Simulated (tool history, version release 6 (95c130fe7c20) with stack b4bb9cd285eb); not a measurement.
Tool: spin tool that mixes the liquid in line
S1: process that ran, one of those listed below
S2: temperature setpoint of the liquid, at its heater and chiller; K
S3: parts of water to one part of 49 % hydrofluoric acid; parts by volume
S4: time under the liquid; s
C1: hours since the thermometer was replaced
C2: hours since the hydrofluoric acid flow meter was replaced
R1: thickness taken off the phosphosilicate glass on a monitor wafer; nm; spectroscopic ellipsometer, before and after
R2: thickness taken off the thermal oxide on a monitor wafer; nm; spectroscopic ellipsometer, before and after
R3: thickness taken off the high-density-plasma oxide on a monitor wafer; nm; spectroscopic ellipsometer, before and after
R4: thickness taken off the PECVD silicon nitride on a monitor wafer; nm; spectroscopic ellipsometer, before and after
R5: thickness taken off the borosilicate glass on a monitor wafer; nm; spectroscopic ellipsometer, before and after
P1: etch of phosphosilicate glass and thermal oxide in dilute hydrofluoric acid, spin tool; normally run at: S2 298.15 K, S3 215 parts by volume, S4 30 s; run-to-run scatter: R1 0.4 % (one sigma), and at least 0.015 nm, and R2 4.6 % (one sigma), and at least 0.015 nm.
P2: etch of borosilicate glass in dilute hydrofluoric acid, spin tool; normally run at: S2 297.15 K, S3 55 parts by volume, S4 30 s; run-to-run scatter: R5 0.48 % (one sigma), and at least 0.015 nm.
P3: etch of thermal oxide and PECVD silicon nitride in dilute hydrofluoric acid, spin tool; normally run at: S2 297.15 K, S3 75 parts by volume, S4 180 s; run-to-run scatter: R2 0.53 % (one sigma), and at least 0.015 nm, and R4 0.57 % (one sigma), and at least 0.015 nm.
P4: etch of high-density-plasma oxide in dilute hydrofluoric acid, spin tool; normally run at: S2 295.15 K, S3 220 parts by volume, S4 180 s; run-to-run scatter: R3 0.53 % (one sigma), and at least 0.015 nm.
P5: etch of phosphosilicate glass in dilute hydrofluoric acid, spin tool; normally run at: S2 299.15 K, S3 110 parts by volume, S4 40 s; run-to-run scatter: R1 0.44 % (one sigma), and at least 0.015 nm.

{"run": 1, "hour": 6.9, "S1": "P1", "S2": 298.15, "S3": 215, "S4": 30, "C1": 791.3, "C2": 548.9, "R1": 10.433, "R2": 0.53064}
{"run": 2, "hour": 17.3, "S1": "P1", "S2": 298.15, "S3": 330, "S4": 30, "C1": 801.7, "C2": 559.3, "R1": 6.0373, "R2": 0.30791}
{"run": 3, "hour": 24.4, "S1": "P1", "S2": 298.15, "S3": 115, "S4": 30, "C1": 808.8, "C2": 566.4, "R1": 21.646, "R2": 1.1256}
{"run": 4, "hour": 31.9, "S1": "P4", "S2": 295.15, "S3": 220, "S4": 300, "C1": 816.3, "C2": 573.9, "R3": 8.2672}
{"run": 5, "hour": 42.1, "S1": "P1", "S2": 298.15, "S3": 215, "S4": 30, "C1": 826.5, "C2": 584.1, "R1": 10.369, "R2": 0.50026}
{"run": 6, "hour": 52.8, "S1": "P3", "S2": 297.15, "S3": 75, "S4": 180, "C1": 837.2, "C2": 594.8, "R2": 11.211, "R4": 12.154}
{"run": 7, "hour": 62.7, "S1": "P1", "S2": 303.65, "S3": 215, "S4": 30, "C1": 847.1, "C2": 604.7, "R1": 12.64, "R2": 0.69644}
{"run": 8, "hour": 71.2, "S1": "P2", "S2": 303.65, "S3": 55, "S4": 30, "C1": 855.6, "C2": 613.2, "R5": 19.68}
{"run": 9, "hour": 80.2, "S1": "P1", "S2": 298.15, "S3": 300, "S4": 45, "C1": 864.6, "C2": 622.2, "R1": 10.296, "R2": 0.55484}
{"run": 10, "hour": 90.1, "S1": "P5", "S2": 299.15, "S3": 155, "S4": 40, "C1": 874.5, "C2": 632.1, "R1": 36.388}
{"run": 11, "hour": 96.0, "S1": "P1", "S2": 298.15, "S3": 215, "S4": 30, "C1": 880.4, "C2": 638.0, "R1": 10.453, "R2": 0.5291}
{"run": 12, "hour": 102.7, "S1": "P1", "S2": 298.15, "S3": 215, "S4": 30, "C1": 887.1, "C2": 644.7, "R1": 10.329, "R2": 0.53985}
{"hour": 106.4, "done": "thermometer replaced"}
{"run": 13, "hour": 112.2, "S1": "P1", "S2": 298.15, "S3": 215, "S4": 30, "C1": 5.9, "C2": 654.2, "R1": 10.386, "R2": 0.52979}
{"run": 14, "hour": 119.9, "S1": "P4", "S2": 295.15, "S3": 350, "S4": 180, "C1": 13.6, "C2": 661.9, "R3": 2.7159}
{"run": 15, "hour": 128.3, "S1": "P4", "S2": 295.15, "S3": 220, "S4": 180, "C1": 22.0, "C2": 670.3, "R3": 4.9519}
{"run": 16, "hour": 139.1, "S1": "P1", "S2": 298.15, "S3": 215, "S4": 50, "C1": 32.8, "C2": 681.1, "R1": 17.362, "R2": 0.87029}
{"run": 17, "hour": 146.1, "S1": "P1", "S2": 298.15, "S3": 215, "S4": 15, "C1": 39.8, "C2": 688.1, "R1": 5.225, "R2": 0.27337}
{"hour": 149.4, "done": "hydrofluoric acid flow meter replaced"}
{"run": 18, "hour": 154.0, "S1": "P5", "S2": 306.65, "S3": 110, "S4": 40, "C1": 47.7, "C2": 4.7, "R1": 71.682}
{"run": 19, "hour": 159.9, "S1": "P4", "S2": 295.15, "S3": 220, "S4": 180, "C1": 53.6, "C2": 10.6, "R3": 4.9116}
{"run": 20, "hour": 170.4, "S1": "P3", "S2": 297.15, "S3": 75, "S4": 355, "C1": 64.1, "C2": 21.1, "R2": 21.996, "R4": 24.008}
{"run": 21, "hour": 175.6, "S1": "P3", "S2": 302.15, "S3": 75, "S4": 180, "C1": 69.3, "C2": 26.3, "R2": 13.719, "R4": 16.862}
{"run": 22, "hour": 183.1, "S1": "P1", "S2": 290.15, "S3": 215, "S4": 30, "C1": 76.8, "C2": 33.8, "R1": 7.6697, "R2": 0.41183}
{"run": 23, "hour": 192.4, "S1": "P1", "S2": 302.15, "S3": 215, "S4": 15, "C1": 86.1, "C2": 43.1, "R1": 5.9967, "R2": 0.30023}
{"run": 24, "hour": 201.2, "S1": "P5", "S2": 299.15, "S3": 110, "S4": 40, "C1": 94.9, "C2": 51.9, "R1": 54.51}
{"run": 25, "hour": 211.5, "S1": "P2", "S2": 297.15, "S3": 55, "S4": 60, "C1": 105.2, "C2": 62.2, "R5": 30.214}
{"run": 26, "hour": 222.2, "S1": "P2", "S2": 297.15, "S3": 100, "S4": 30, "C1": 115.9, "C2": 72.9, "R5": 7.7845}
{"run": 27, "hour": 231.8, "S1": "P2", "S2": 297.15, "S3": 55, "S4": 30, "C1": 125.5, "C2": 82.5, "R5": 15.19}
{"run": 28, "hour": 238.9, "S1": "P4", "S2": 299.65, "S3": 220, "S4": 180, "C1": 132.6, "C2": 89.6, "R3": 5.8117}
{"run": 29, "hour": 248.4, "S1": "P3", "S2": 297.15, "S3": 135, "S4": 180, "C1": 142.1, "C2": 99.1, "R2": 5.823, "R4": 6.7979}
{"run": 30, "hour": 257.9, "S1": "P3", "S2": 297.15, "S3": 75, "S4": 180, "C1": 151.6, "C2": 108.6, "R2": 11.388, "R4": 12.374}
{"run": 31, "hour": 269.4, "S1": "P1", "S2": 298.15, "S3": 215, "S4": 30, "C1": 163.1, "C2": 120.1, "R1": 10.409, "R2": 0.54734}
{"run": 32, "hour": 275.0, "S1": "P5", "S2": 299.15, "S3": 110, "S4": 80, "C1": 168.7, "C2": 125.7, "R1": 108.22}
{"run": 33, "hour": 282.7, "S1": "P1", "S2": 298.15, "S3": 215, "S4": 30, "C1": 176.4, "C2": 133.4, "R1": 10.464, "R2": 0.53483}
{"run": 34, "hour": 292.9, "S1": "P1", "S2": 298.15, "S3": 215, "S4": 30, "C1": 186.6, "C2": 143.6, "R1": 10.19, "R2": 0.55001}
{"run": 35, "hour": 303.0, "S1": "P1", "S2": 298.15, "S3": 215, "S4": 30, "C1": 196.7, "C2": 153.7, "R1": 10.104, "R2": 0.53548}
{"run": 36, "hour": 312.9, "S1": "P1", "S2": 298.15, "S3": 215, "S4": 30, "C1": 206.6, "C2": 163.6, "R1": 9.9436, "R2": 0.52749}
{"run": 37, "hour": 323.3, "S1": "P1", "S2": 298.15, "S3": 215, "S4": 30, "C1": 217.0, "C2": 174.0, "R1": 9.869, "R2": 0.49196}
{"run": 38, "hour": 334.6, "S1": "P1", "S2": 298.15, "S3": 215, "S4": 30, "C1": 228.3, "C2": 185.3, "R1": 9.9109, "R2": 0.57012}
{"run": 39, "hour": 343.8, "S1": "P1", "S2": 298.15, "S3": 215, "S4": 30, "C1": 237.5, "C2": 194.5, "R1": 9.9127, "R2": 0.45396}
{"run": 40, "hour": 354.1, "S1": "P1", "S2": 298.15, "S3": 215, "S4": 30, "C1": 247.8, "C2": 204.8, "R1": 9.9063, "R2": 0.50862}
{"run": 41, "hour": 364.5, "S1": "P1", "S2": 298.15, "S3": 215, "S4": 30, "C1": 258.2, "C2": 215.2, "R1": 9.8755, "R2": 0.55126}
{"run": 42, "hour": 374.9, "S1": "P1", "S2": 298.15, "S3": 215, "S4": 30, "C1": 268.6, "C2": 225.6, "R1": 9.9094, "R2": 0.51803}
{"run": 43, "hour": 381.8, "S1": "P1", "S2": 298.15, "S3": 215, "S4": 30, "C1": 275.5, "C2": 232.5, "R1": 9.9479, "R2": 0.44078}

What P1 gives has crept away from where it was. These 2 causes fit the log equally well, each at the size given:
A: liquid colder than its thermometer reads (K) = 1.55
B: hydrofluoric acid flow below the setpoint (%) = 4.45
The creep began at about hour 282.7.

4 check runs are offered, one wafer each, their results left as question marks. Which one tells the causes apart?
{"run": "check 1", "hour": 388.7, "S1": "P4", "S2": 299.65, "S3": 220, "S4": 240, "R3": "?"}
{"run": "check 2", "hour": 388.7, "S1": "P2", "S2": 297.15, "S3": 100, "S4": 55, "R5": "?"}
{"run": "check 3", "hour": 388.7, "S1": "P5", "S2": 306.65, "S3": 110, "S4": 55, "R1": "?"}
{"run": "check 4", "hour": 388.7, "S1": "P3", "S2": 301.65, "S3": 110, "S4": 180, "R2": "?", "R4": "?"}

What each check would give under each cause:
check=check_1 result=R3 if_A=7.3334 if_B=7.3229
check=check_2 result=R5 if_A=13.5220 if_B=13.6660
check=check_3 result=R1 if_A=93.3480 if_B=93.6240
check=check_4 result=R2 if_A=8.25650 if_B=8.31050
check=check_4 result=R4 if_A=10.1110 if_B=10.6610
How far apart the two closest causes lie, in the result that separates them most: check 1 0.14 %; check 2 1.06 %; check 3 0.3 %; check 4 5.3 %
Only check 4 tells the causes apart: in the others they would give nearly the same result.

Then check 4 was run and gave: R2 8.27120 nm; R4 10.1940 nm. Which cause is it?

It is A: liquid colder than its thermometer reads (K).
